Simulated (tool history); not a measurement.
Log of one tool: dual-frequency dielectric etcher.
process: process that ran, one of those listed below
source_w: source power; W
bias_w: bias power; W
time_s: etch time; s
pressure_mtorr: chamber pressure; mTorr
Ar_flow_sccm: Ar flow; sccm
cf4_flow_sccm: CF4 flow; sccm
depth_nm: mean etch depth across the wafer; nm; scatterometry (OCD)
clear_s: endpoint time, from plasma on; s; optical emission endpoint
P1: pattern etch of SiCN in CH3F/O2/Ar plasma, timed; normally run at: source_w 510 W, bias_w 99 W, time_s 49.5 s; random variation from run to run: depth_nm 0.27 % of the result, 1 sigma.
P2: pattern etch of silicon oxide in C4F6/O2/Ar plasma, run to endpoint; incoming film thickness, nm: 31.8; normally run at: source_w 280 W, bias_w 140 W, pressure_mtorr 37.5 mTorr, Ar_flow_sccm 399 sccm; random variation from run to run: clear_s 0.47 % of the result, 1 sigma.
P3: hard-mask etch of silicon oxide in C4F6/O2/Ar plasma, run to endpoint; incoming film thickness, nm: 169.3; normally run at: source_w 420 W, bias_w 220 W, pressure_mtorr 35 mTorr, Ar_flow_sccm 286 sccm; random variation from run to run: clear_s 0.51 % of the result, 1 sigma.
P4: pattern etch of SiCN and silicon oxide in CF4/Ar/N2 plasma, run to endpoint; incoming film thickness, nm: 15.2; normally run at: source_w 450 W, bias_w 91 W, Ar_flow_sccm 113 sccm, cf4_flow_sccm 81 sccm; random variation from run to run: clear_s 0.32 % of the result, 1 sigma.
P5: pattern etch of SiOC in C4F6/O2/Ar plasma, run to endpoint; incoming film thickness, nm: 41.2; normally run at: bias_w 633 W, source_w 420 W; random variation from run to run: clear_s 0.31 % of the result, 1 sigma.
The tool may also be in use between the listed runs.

run,hour,process,source_w,bias_w,time_s,pressure_mtorr,Ar_flow_sccm,cf4_flow_sccm,hours since the last wet clean,hours since the last source power generator calibration,hours since the last bias power generator calibration,depth_nm,clear_s
1,12.5,P1,510,99,49.5,,,,325.9,535.8,2246.4,22.915,
2,26.4,P5,420,633,,,,,339.8,549.7,2260.3,,12.438
3,44.7,P1,360,99,64.5,,,,358.1,568,2278.6,26.147,
4,63.9,P3,420,220,,35,286,,377.3,587.2,2297.8,,50.169
5,80.4,P5,420,442,,,,,393.8,603.7,2314.3,,14.346
6,98.3,P1,510,99,49.5,,,,411.7,621.6,2332.2,22.977,
7,109.9,P3,420,220,,42.5,286,,423.3,633.2,2343.8,,52.02
8,120.4,P1,510,99,72,,,,433.8,643.7,2354.3,33.224,
9,134.6,P4,450,91,,,138,81,448,657.9,2368.5,,16.996
10,143.9,P1,640,99,62.5,,,,457.3,667.2,2377.8,31.437,
11,154,P4,450,91,,,113,81,467.4,677.3,2387.9,,16.485
12,164.4,P4,450,91,,,113,106,477.8,687.7,2398.3,,16.023
13,178.9,P1,640,99,49.5,,,,492.3,702.2,2412.8,24.841,
14,196.7,P2,280,140,,28.5,399,,510.1,720,2430.6,,12.882
15,213.7,P2,280,106,,37.5,399,,527.1,737,2447.6,,14.445
16,231.8,P1,510,99,32.5,,,,545.2,755.1,2465.7,15.017,
17,249.3,P2,210,140,,37.5,399,,562.7,772.6,2483.2,,14.831
18,257.9,P3,420,220,,35,176,,571.3,781.2,2491.8,,47.976
19,267.7,P1,510,99,49.5,,,,581.1,791,2501.6,22.816,
20,282.2,P4,450,122,,,113,81,595.6,805.5,2516.1,,14.939
21,297,P5,520,633,,,,,610.4,820.3,2530.9,,11.596
22,309.6,P1,370,99,49.5,,,,623,832.9,2543.5,20.293,
23,320.9,P3,420,142,,35,286,,634.3,844.2,2554.8,,57.628
# hour 322.5: bias power generator calibrated
24,337.7,P1,510,141,49.5,,,,651.1,861,15.3,26.236,
25,346.3,P1,510,75,49.5,,,,659.7,869.6,23.9,20.618,
26,357.7,P2,280,140,,37.5,257,,671.1,881,35.3,,12.621
27,375.3,P1,510,99,49.5,,,,688.7,898.6,52.9,22.971,
28,391.9,P2,280,140,,37.5,399,,705.3,915.2,69.5,,13.37
29,407.8,P4,450,91,,,113,81,721.2,931.1,85.4,,16.58
30,419.7,P3,580,220,,35,286,,733.1,943,97.3,,44.332
31,428.9,P4,280,91,,,113,81,742.3,952.2,106.5,,24.863
32,441,P1,510,99,49.5,,,,754.4,964.3,118.6,22.805,
33,453.3,P1,510,99,49.5,,,,766.7,976.6,130.9,22.889,
34,468.4,P1,510,99,49.5,,,,781.8,991.7,146,22.955,
35,482.7,P1,510,99,49.5,,,,796.1,1006,160.3,23.093,
36,500.4,P1,510,99,49.5,,,,813.8,1023.7,178,23.099,
# hour 500.7: wet clean of the chamber
37,516.9,P1,510,99,49.5,,,,16.3,1040.2,194.5,23.185,
38,532.8,P1,510,99,49.5,,,,32.2,1056.1,210.4,23.194,
39,548.4,P1,510,99,49.5,,,,47.8,1071.7,226,23.16,
40,559.3,P1,510,99,49.5,,,,58.7,1082.6,236.9,23.254,
41,575.8,P1,510,99,49.5,,,,75.2,1099.1,253.4,23.283,

What P1 gives has crept away from where it was. These 2 causes fit the log equally well, each at the size given:
A: bias power that arrives over what is set, % = 4.12
B: source power that arrives over what is set, % = 4.13
The creep began at about hour 453.3.
Why every other cause is out:
chamber walls in a state that raises the etch rate, %: serviced at hour 500.7, which brought nothing back

4 check runs are offered, each on 2 wafers whose results are averaged, their results left as question marks. Which one tells the causes apart?
check 1,592.3,P4,450,91,,,113,81,,,,,?
check 2,592.3,P2,280,140,,37.5,399,,,,,,?
check 3,592.3,P3,420,220,,35,286,,,,,,?
check 4,592.3,P5,420,633,,,,,,,,,?

What each check would give under each cause:
check,result,if A,if B
check 1,clear_s,16.275,15.933
check 2,clear_s,13.122,13.077
check 3,clear_s,49.787,49.673
check 4,clear_s,12.311,12.32
How far apart the two closest causes lie, in the result that separates them most: check 1 2.12 %; check 2 0.34 %; check 3 0.23 %; check 4 0.08 %
Check 1 tells the causes apart: in the others they would give nearly the same result.

Then check 1 was run and gave: clear_s 16.273 s. Which cause is it?

It is A: bias power that arrives over what is set, %.
